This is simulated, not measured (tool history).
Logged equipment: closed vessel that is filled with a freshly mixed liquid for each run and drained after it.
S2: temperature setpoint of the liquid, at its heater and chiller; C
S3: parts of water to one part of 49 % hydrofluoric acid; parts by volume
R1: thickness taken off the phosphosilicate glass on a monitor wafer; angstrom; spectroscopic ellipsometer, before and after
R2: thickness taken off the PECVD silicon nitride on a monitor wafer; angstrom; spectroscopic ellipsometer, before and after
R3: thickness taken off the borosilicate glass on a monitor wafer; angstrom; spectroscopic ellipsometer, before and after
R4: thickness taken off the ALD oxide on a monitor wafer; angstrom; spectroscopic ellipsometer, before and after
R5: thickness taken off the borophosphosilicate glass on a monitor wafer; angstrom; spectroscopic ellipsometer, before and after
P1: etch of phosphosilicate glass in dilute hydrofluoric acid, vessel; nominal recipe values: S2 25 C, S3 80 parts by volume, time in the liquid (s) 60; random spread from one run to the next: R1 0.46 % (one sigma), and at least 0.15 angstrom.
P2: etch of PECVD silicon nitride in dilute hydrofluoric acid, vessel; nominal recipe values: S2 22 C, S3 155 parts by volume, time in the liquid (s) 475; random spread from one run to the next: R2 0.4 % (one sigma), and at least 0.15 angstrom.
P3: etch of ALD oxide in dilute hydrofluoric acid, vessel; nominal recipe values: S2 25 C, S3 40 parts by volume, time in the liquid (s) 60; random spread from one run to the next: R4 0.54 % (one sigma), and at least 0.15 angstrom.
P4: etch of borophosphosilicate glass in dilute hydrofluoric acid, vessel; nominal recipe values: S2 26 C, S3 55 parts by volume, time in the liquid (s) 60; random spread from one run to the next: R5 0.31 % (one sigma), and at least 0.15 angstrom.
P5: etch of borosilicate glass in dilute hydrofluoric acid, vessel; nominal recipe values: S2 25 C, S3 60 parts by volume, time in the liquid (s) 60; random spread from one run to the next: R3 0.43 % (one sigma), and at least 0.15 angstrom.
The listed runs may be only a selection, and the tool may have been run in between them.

Run 1, hour 12.8: process that ran P1, S2 25 C, S3 80 parts by volume, time in the liquid (s) 60. Result: R1 1142.1 angstrom.
Run 2, hour 24.4: process that ran P1, S2 25 C, S3 80 parts by volume, time in the liquid (s) 60. Result: R1 1140.8 angstrom.
Run 3, hour 33.3: process that ran P2, S2 17 C, S3 155 parts by volume, time in the liquid (s) 475. Result: R2 77.188 angstrom.
Run 4, hour 49.4: process that ran P5, S2 25 C, S3 60 parts by volume, time in the liquid (s) 30. Result: R3 181.64 angstrom.
Run 5, hour 66.3: process that ran P1, S2 25 C, S3 80 parts by volume, time in the liquid (s) 60. Result: R1 1131.3 angstrom.
Run 6, hour 83.2: process that ran P5, S2 25 C, S3 35 parts by volume, time in the liquid (s) 60. Result: R3 654.24 angstrom.
Run 7, hour 100.3: process that ran P1, S2 25 C, S3 115 parts by volume, time in the liquid (s) 60. Result: R1 754.97 angstrom.
Run 8, hour 112.5: process that ran P3, S2 17 C, S3 40 parts by volume, time in the liquid (s) 60. Result: R4 165.43 angstrom.
Run 9, hour 123.4: process that ran P4, S2 21.5 C, S3 55 parts by volume, time in the liquid (s) 60. Result: R5 567.19 angstrom.
Run 10, hour 136.3: process that ran P3, S2 25 C, S3 40 parts by volume, time in the liquid (s) 60. Result: R4 232.58 angstrom.
Run 11, hour 146.3: process that ran P5, S2 25 C, S3 60 parts by volume, time in the liquid (s) 60. Result: R3 365.51 angstrom.
Run 12, hour 159.4: process that ran P2, S2 22 C, S3 65 parts by volume, time in the liquid (s) 475. Result: R2 252.19 angstrom.
Run 13, hour 175.5: process that ran P4, S2 26 C, S3 25 parts by volume, time in the liquid (s) 60. Result: R5 1566.7 angstrom.
Run 14, hour 186.7: process that ran P1, S2 25 C, S3 80 parts by volume, time in the liquid (s) 60. Result: R1 1130.8 angstrom.
Run 15, hour 203.4: process that ran P1, S2 17 C, S3 80 parts by volume, time in the liquid (s) 60. Result: R1 812.26 angstrom.
Run 16, hour 217.8: process that ran P3, S2 25 C, S3 40 parts by volume, time in the liquid (s) 60. Result: R4 233.27 angstrom.
Run 17, hour 232.5: process that ran P1, S2 19.5 C, S3 80 parts by volume, time in the liquid (s) 30. Result: R1 453.78 angstrom.
Run 18, hour 242.1: process that ran P3, S2 25 C, S3 40 parts by volume, time in the liquid (s) 100. Result: R4 386.92 angstrom.
Run 19, hour 249.8: process that ran P1, S2 25 C, S3 50 parts by volume, time in the liquid (s) 30. Result: R1 952.9 angstrom.
Run 20, hour 261.7: process that ran P4, S2 26 C, S3 55 parts by volume, time in the liquid (s) 60. Result: R5 680.38 angstrom.
Run 21, hour 273: process that ran P1, S2 25 C, S3 80 parts by volume, time in the liquid (s) 120. Result: R1 2283.2 angstrom.
Run 22, hour 284: process that ran P2, S2 22 C, S3 155 parts by volume, time in the liquid (s) 75. Result: R2 16.945 angstrom.
Run 23, hour 296.3: process that ran P5, S2 18.5 C, S3 60 parts by volume, time in the liquid (s) 60. Result: R3 281.45 angstrom.
Run 24, hour 304.1: process that ran P4, S2 26 C, S3 55 parts by volume, time in the liquid (s) 95. Result: R5 1080.1 angstrom.
Run 25, hour 319.3: process that ran P1, S2 25 C, S3 80 parts by volume, time in the liquid (s) 30. Result: R1 568.63 angstrom.
Run 26, hour 328.3: process that ran P3, S2 25 C, S3 60 parts by volume, time in the liquid (s) 60. Result: R4 152.19 angstrom.
Run 27, hour 336.9: process that ran P1, S2 30.5 C, S3 80 parts by volume, time in the liquid (s) 60. Result: R1 1417 angstrom.
Run 28, hour 348.1: process that ran P1, S2 25 C, S3 80 parts by volume, time in the liquid (s) 60. Result: R1 1134.3 angstrom.
Run 29, hour 361.1: process that ran P4, S2 26 C, S3 55 parts by volume, time in the liquid (s) 60. Result: R5 680.91 angstrom.
Run 30, hour 375.8: process that ran P1, S2 25 C, S3 80 parts by volume, time in the liquid (s) 60. Result: R1 1133.7 angstrom.
Run 31, hour 389.6: process that ran P5, S2 25 C, S3 60 parts by volume, time in the liquid (s) 60. Result: R3 369.76 angstrom.
Run 32, hour 399.3: process that ran P1, S2 25 C, S3 45 parts by volume, time in the liquid (s) 60. Result: R1 2135.3 angstrom.
Run 33, hour 410.2: process that ran P2, S2 22 C, S3 155 parts by volume, time in the liquid (s) 475. Result: R2 107.27 angstrom.
Run 34, hour 417.9: process that ran P1, S2 25 C, S3 80 parts by volume, time in the liquid (s) 60. Result: R1 1144.9 angstrom.
Run 35, hour 427.8: process that ran P1, S2 25 C, S3 80 parts by volume, time in the liquid (s) 60. Result: R1 1123 angstrom.
Run 36, hour 444.6: process that ran P1, S2 25 C, S3 80 parts by volume, time in the liquid (s) 60. Result: R1 1093.1 angstrom.
Run 37, hour 457.1: process that ran P1, S2 25 C, S3 80 parts by volume, time in the liquid (s) 60. Result: R1 1076.4 angstrom.
Run 38, hour 466.5: process that ran P1, S2 25 C, S3 80 parts by volume, time in the liquid (s) 60. Result: R1 1073.3 angstrom.

Predict the results of run 39:
Run 39, hour 474.3: process that ran P1, S2 25 C, S3 80 parts by volume, time in the liquid (s) 60. Result: R1 ?.

R1: 1072.1 angstrom

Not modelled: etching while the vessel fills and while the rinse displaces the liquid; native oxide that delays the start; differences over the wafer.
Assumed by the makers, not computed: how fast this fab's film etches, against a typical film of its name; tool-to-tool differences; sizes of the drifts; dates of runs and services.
